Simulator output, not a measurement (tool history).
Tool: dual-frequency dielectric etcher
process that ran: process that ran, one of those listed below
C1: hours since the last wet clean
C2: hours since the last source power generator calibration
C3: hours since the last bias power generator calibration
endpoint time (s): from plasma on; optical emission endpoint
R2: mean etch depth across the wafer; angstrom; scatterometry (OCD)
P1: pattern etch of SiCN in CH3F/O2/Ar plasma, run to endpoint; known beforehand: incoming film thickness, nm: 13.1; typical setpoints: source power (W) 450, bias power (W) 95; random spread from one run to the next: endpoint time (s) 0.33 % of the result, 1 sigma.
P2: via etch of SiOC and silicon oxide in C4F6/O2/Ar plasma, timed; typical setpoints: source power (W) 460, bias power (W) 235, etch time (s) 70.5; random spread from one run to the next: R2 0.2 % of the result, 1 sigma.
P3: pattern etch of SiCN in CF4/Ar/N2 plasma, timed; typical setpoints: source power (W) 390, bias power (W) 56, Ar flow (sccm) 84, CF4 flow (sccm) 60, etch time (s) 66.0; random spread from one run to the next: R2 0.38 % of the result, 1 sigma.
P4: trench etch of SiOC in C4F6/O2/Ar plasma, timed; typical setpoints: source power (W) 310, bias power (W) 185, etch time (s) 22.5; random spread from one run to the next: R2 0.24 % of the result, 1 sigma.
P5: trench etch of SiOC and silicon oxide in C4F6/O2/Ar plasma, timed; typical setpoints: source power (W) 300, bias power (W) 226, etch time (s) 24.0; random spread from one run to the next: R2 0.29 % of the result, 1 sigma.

run 1 hour=8.9 | process_that_ran=P1 source_power_(W)=450 bias_power_(W)=95 | C1=220.6 C2=2123.2 C3=2593.5 | endpoint_time_(s)=29.830
run 2 hour=27.8 | process_that_ran=P2 source_power_(W)=630 bias_power_(W)=235 etch_time_(s)=70.5 | C1=239.5 C2=2142.1 C3=2612.4 | R2=1052.90
run 3 hour=44.6 | process_that_ran=P3 source_power_(W)=390 bias_power_(W)=56 etch_time_(s)=66.0 Ar_flow_(sccm)=84 CF4_flow_(sccm)=60 | C1=256.3 C2=2158.9 C3=2629.2 | R2=451.29
run 4 hour=62.3 | process_that_ran=P5 source_power_(W)=180 bias_power_(W)=226 etch_time_(s)=24.0 | C1=274.0 C2=2176.6 C3=2646.9 | R2=381.14
run 5 hour=79.9 | process_that_ran=P4 source_power_(W)=310 bias_power_(W)=185 etch_time_(s)=17.0 | C1=291.6 C2=2194.2 C3=2664.5 | R2=321.54
run 6 hour=91.0 | process_that_ran=P1 source_power_(W)=340 bias_power_(W)=119 | C1=302.7 C2=2205.3 C3=2675.6 | endpoint_time_(s)=30.415
run 7 hour=108.4 | process_that_ran=P1 source_power_(W)=450 bias_power_(W)=95 | C1=320.1 C2=2222.7 C3=2693.0 | endpoint_time_(s)=29.864
run 8 hour=117.5 | process_that_ran=P4 source_power_(W)=240 bias_power_(W)=185 etch_time_(s)=22.5 | C1=329.2 C2=2231.8 C3=2702.1 | R2=384.90
run 9 hour=127.5 | process_that_ran=P1 source_power_(W)=450 bias_power_(W)=95 | C1=339.2 C2=2241.8 C3=2712.1 | endpoint_time_(s)=29.885
run 10 hour=138.3 | process_that_ran=P1 source_power_(W)=620 bias_power_(W)=130 | C1=350.0 C2=2252.6 C3=2722.9 | endpoint_time_(s)=23.496
run 11 hour=154.5 | process_that_ran=P3 source_power_(W)=290 bias_power_(W)=56 etch_time_(s)=66.0 Ar_flow_(sccm)=84 CF4_flow_(sccm)=60 | C1=366.2 C2=2268.8 C3=2739.1 | R2=346.36
run 12 hour=165.5 | process_that_ran=P2 source_power_(W)=460 bias_power_(W)=323 etch_time_(s)=70.5 | C1=377.2 C2=2279.8 C3=2750.1 | R2=1043.90
run 13 hour=183.8 | process_that_ran=P3 source_power_(W)=390 bias_power_(W)=56 etch_time_(s)=90.5 Ar_flow_(sccm)=84 CF4_flow_(sccm)=60 | C1=395.5 C2=2298.1 C3=2768.4 | R2=617.28
run 14 hour=193.1 | process_that_ran=P3 source_power_(W)=390 bias_power_(W)=36 etch_time_(s)=66.0 Ar_flow_(sccm)=84 CF4_flow_(sccm)=60 | C1=404.8 C2=2307.4 C3=2777.7 | R2=391.61
run 15 hour=208.9 | process_that_ran=P5 source_power_(W)=300 bias_power_(W)=226 etch_time_(s)=24.0 | C1=420.6 C2=2323.2 C3=2793.5 | R2=463.49
run 16 hour=224.7 | process_that_ran=P1 source_power_(W)=580 bias_power_(W)=95 | C1=436.4 C2=2339.0 C3=2809.3 | endpoint_time_(s)=27.250
run 17 hour=233.7 | process_that_ran=P2 source_power_(W)=460 bias_power_(W)=235 etch_time_(s)=70.5 | C1=445.4 C2=2348.0 C3=2818.3 | R2=935.79
run 18 hour=246.2 | process_that_ran=P1 source_power_(W)=450 bias_power_(W)=130 | C1=457.9 C2=2360.5 C3=2830.8 | endpoint_time_(s)=26.419
run 19 hour=260.7 | process_that_ran=P1 source_power_(W)=450 bias_power_(W)=95 | C1=472.4 C2=2375.0 C3=2845.3 | endpoint_time_(s)=29.777
run 20 hour=272.6 | process_that_ran=P2 source_power_(W)=460 bias_power_(W)=235 etch_time_(s)=70.5 | C1=484.3 C2=2386.9 C3=2857.2 | R2=936.69
run 21 hour=286.8 | process_that_ran=P2 source_power_(W)=460 bias_power_(W)=235 etch_time_(s)=90.5 | C1=498.5 C2=2401.1 C3=2871.4 | R2=1198.00
run 22 hour=302.1 | process_that_ran=P1 source_power_(W)=450 bias_power_(W)=95 | C1=513.8 C2=2416.4 C3=2886.7 | endpoint_time_(s)=29.867
run 23 hour=314.0 | process_that_ran=P3 source_power_(W)=390 bias_power_(W)=56 etch_time_(s)=66.0 Ar_flow_(sccm)=58 CF4_flow_(sccm)=60 | C1=525.7 C2=2428.3 C3=2898.6 | R2=475.88
run 24 hour=327.7 | process_that_ran=P1 source_power_(W)=450 bias_power_(W)=95 | C1=539.4 C2=2442.0 C3=2912.3 | endpoint_time_(s)=29.829
run 25 hour=337.1 | process_that_ran=P1 source_power_(W)=330 bias_power_(W)=120 | C1=548.8 C2=2451.4 C3=2921.7 | endpoint_time_(s)=30.608
run 26 hour=346.2 | process_that_ran=P4 source_power_(W)=310 bias_power_(W)=185 etch_time_(s)=22.5 | C1=557.9 C2=2460.5 C3=2930.8 | R2=425.28
run 27 hour=363.8 | process_that_ran=P1 source_power_(W)=450 bias_power_(W)=73 | C1=575.5 C2=2478.1 C3=2948.4 | endpoint_time_(s)=32.914
run 28 hour=381.5 | process_that_ran=P3 source_power_(W)=390 bias_power_(W)=56 etch_time_(s)=66.0 Ar_flow_(sccm)=84 CF4_flow_(sccm)=75 | C1=593.2 C2=2495.8 C3=2966.1 | R2=463.80
-- hour=385.6 source power generator calibrated
run 29 hour=397.0 | process_that_ran=P5 source_power_(W)=300 bias_power_(W)=226 etch_time_(s)=29.5 | C1=608.7 C2=11.4 C3=2981.6 | R2=568.05
run 30 hour=406.0 | process_that_ran=P1 source_power_(W)=450 bias_power_(W)=95 | C1=617.7 C2=20.4 C3=2990.6 | endpoint_time_(s)=29.691
run 31 hour=417.3 | process_that_ran=P3 source_power_(W)=390 bias_power_(W)=56 etch_time_(s)=66.0 Ar_flow_(sccm)=84 CF4_flow_(sccm)=60 | C1=629.0 C2=31.7 C3=3001.9 | R2=449.40
run 32 hour=429.1 | process_that_ran=P1 source_power_(W)=330 bias_power_(W)=95 | C1=640.8 C2=43.5 C3=3013.7 | endpoint_time_(s)=33.423
run 33 hour=447.1 | process_that_ran=P4 source_power_(W)=310 bias_power_(W)=121 etch_time_(s)=22.5 | C1=658.8 C2=61.5 C3=3031.7 | R2=373.31
run 34 hour=457.5 | process_that_ran=P5 source_power_(W)=300 bias_power_(W)=273 etch_time_(s)=24.0 | C1=669.2 C2=71.9 C3=3042.1 | R2=494.72
run 35 hour=476.0 | process_that_ran=P1 source_power_(W)=450 bias_power_(W)=95 | C1=687.7 C2=90.4 C3=3060.6 | endpoint_time_(s)=29.873
run 36 hour=487.9 | process_that_ran=P1 source_power_(W)=450 bias_power_(W)=95 | C1=699.6 C2=102.3 C3=3072.5 | endpoint_time_(s)=30.056
run 37 hour=506.8 | process_that_ran=P1 source_power_(W)=450 bias_power_(W)=95 | C1=718.5 C2=121.2 C3=3091.4 | endpoint_time_(s)=30.279
run 38 hour=523.6 | process_that_ran=P1 source_power_(W)=450 bias_power_(W)=95 | C1=735.3 C2=138.0 C3=3108.2 | endpoint_time_(s)=30.095
run 39 hour=536.1 | process_that_ran=P1 source_power_(W)=450 bias_power_(W)=95 | C1=747.8 C2=150.5 C3=3120.7 | endpoint_time_(s)=30.323
run 40 hour=554.2 | process_that_ran=P1 source_power_(W)=450 bias_power_(W)=95 | C1=765.9 C2=168.6 C3=3138.8 | endpoint_time_(s)=30.205
run 41 hour=563.9 | process_that_ran=P1 source_power_(W)=450 bias_power_(W)=95 | C1=775.6 C2=178.3 C3=3148.5 | endpoint_time_(s)=30.479
-- hour=570.9 wet clean of the chamber
run 42 hour=581.1 | process_that_ran=P1 source_power_(W)=450 bias_power_(W)=95 | C1=10.2 C2=195.5 C3=3165.7 | endpoint_time_(s)=30.350
run 43 hour=595.8 | process_that_ran=P1 source_power_(W)=450 bias_power_(W)=95 | C1=24.9 C2=210.2 C3=3180.4 | endpoint_time_(s)=30.391
run 44 hour=607.8 | process_that_ran=P1 source_power_(W)=450 bias_power_(W)=95 | C1=36.9 C2=222.2 C3=3192.4 | endpoint_time_(s)=30.300

What P1 gives has crept off from where it sat before. The 2 causes that follow fit the log equally well, each at the size noted:
A: bias power that arrives under what is set, % = 4.31
B: source power that arrives under what is set, % = 4.3
Creep in the process output first set in at about hour 476.0.
Each remaining cause and why it is not a fit:
chamber walls in a state that lowers the etch rate, %: serviced at hour 570.9, after the drift had started, without restoring the earlier output

Of the 4 check runs below, each run on 2 wafers with the results averaged and each result still a question mark, which one would tell the listed causes apart?
run check 1 hour=619.8 | process_that_ran=P5 source_power_(W)=300 bias_power_(W)=226 etch_time_(s)=24.0 | R2=?
run check 2 hour=619.8 | process_that_ran=P2 source_power_(W)=460 bias_power_(W)=235 etch_time_(s)=70.5 | R2=?
run check 3 hour=619.8 | process_that_ran=P3 source_power_(W)=390 bias_power_(W)=56 etch_time_(s)=66.0 Ar_flow_(sccm)=84 CF4_flow_(sccm)=60 | R2=?
run check 4 hour=619.8 | process_that_ran=P4 source_power_(W)=310 bias_power_(W)=185 etch_time_(s)=22.5 | R2=?

Check results expected under each cause:
check=check_1 result=R2 if_A=456.86 if_B=455.98
check=check_2 result=R2 if_A=921.16 if_B=919.26
check=check_3 result=R2 if_A=442.67 if_B=432.03
check=check_4 result=R2 if_A=418.94 if_B=417.78
Distance between the nearest two causes, measured in the result of the check that separates them most: check 1 0.19 %; check 2 0.21 %; check 3 2.43 %; check 4 0.28 %
Only in check 3 would the causes give clearly different results; in the remaining checks their results would be nearly the same.

Check 3 has now been run. It gave: R2 442.22 angstrom. Which of the candidate causes is it?

The correct cause is A, namely: bias power that arrives under what is set, %.
